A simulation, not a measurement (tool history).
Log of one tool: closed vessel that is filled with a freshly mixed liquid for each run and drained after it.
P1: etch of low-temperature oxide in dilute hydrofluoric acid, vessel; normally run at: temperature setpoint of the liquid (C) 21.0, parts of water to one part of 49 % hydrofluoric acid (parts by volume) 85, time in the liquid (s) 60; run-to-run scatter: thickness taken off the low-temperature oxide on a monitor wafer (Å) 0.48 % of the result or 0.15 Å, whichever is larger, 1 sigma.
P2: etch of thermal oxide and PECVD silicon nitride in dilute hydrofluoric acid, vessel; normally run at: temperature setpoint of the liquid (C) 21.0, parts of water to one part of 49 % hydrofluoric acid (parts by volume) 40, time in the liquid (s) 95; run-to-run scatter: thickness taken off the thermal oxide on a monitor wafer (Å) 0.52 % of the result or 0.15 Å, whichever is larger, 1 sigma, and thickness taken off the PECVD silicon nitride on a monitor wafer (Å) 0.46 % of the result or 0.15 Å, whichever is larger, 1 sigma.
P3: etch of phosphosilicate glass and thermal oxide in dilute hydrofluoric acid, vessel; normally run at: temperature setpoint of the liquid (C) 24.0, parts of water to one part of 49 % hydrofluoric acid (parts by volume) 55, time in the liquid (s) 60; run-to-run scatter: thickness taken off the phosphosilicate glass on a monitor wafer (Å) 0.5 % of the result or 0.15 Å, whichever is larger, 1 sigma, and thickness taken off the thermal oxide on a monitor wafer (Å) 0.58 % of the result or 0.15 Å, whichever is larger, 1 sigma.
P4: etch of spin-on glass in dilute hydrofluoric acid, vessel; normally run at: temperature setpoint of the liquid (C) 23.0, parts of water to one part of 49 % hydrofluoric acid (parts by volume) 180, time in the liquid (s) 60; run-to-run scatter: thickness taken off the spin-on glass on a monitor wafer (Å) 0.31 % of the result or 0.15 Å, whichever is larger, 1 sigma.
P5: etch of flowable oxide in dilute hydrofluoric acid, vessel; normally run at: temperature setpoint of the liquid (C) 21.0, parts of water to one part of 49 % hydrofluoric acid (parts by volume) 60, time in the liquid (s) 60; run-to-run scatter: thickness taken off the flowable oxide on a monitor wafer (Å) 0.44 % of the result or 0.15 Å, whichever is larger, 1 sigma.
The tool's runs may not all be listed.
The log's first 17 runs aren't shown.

run    day  process that ran  temperature setpoint of the liquid (C)  parts of water to one part of 49 % hydrofluoric acid (parts by volume)  time in the liquid (s)  hours since the thermometer was replaced  hours since the hydrofluoric acid flow meter was replaced  thickness taken off the low-temperature oxide on a monitor wafer (Å)  thickness taken off the phosphosilicate glass on a monitor wafer (Å)  thickness taken off the thermal oxide on a monitor wafer (Å)  thickness taken off the PECVD silicon nitride on a monitor wafer (Å)  thickness taken off the spin-on glass on a monitor wafer (Å)  thickness taken off the flowable oxide on a monitor wafer (Å)
 18  3.138                P1                                    28.0                                                                      85                      60                                      24.9                                                      776.5                                                               176.800
 19  3.292                P1                                    21.0                                                                      85                      60                                      28.6                                                      780.2                                                               132.700
 20  3.429                P1                                    25.0                                                                      85                      30                                      31.9                                                      783.5                                                                77.817
 21  3.654                P5                                    21.0                                                                      60                      95                                      37.3                                                      788.9                                                                                                                                                                                                                                                                                                                                                                                                       320.81
 22  3.900                P2                                    21.0                                                                      20                      95                                      43.2                                                      794.8                                                                                                                                                                                                   215.040                                                               101.180
 23  4.104                P4                                    23.0                                                                     180                      60                                      48.1                                                      799.7                                                                                                                                                                                                                                                                                                                                        143.71
 24  4.262                P1                                    21.0                                                                     135                      60                                      51.9                                                      803.5                                                                78.817
 25  4.396                P1                                    21.0                                                                      85                     115                                      55.1                                                      806.7                                                               254.220
 26  4.533                P1                                    21.0                                                                      85                      60                                      58.4                                                      810.0                                                               132.570
 27  4.725                P4                                    23.0                                                                     180                      60                                      63.0                                                      814.6                                                                                                                                                                                                                                                                                                                                        143.22
 28  4.871                P2                                    28.5                                                                      40                      95                                      66.5                                                      818.1                                                                                                                                                                                                   143.140                                                                85.835
 29  5.008                P1                                    21.0                                                                      85                      60                                      69.8                                                      821.4                                                               133.280
 30  5.175                P1                                    21.0                                                                      40                      90                                      73.8                                                      825.4                                                               444.810
 31  5.308                P1                                    21.0                                                                      85                      60                                      77.0                                                      828.6                                                               132.570
 32  5.521                P1                                    21.0                                                                      85                      60                                      82.1                                                      833.7                                                               133.400
 33  5.629                P1                                    21.0                                                                      85                      60                                      84.7                                                      836.3                                                               130.400
 34  5.800                P1                                    21.0                                                                      85                      60                                      88.8                                                      840.4                                                               127.360
 35  6.012                P1                                    21.0                                                                      85                      60                                      93.9                                                      845.5                                                               123.500

Forecast run 36:
 36  6.204                P1                                    21.0                                                                      85                      60                                      98.5                                                      850.1                                                                     ?

{"run 36": {"thickness taken off the low-temperature oxide on a monitor wafer (Å)": 123.11}}

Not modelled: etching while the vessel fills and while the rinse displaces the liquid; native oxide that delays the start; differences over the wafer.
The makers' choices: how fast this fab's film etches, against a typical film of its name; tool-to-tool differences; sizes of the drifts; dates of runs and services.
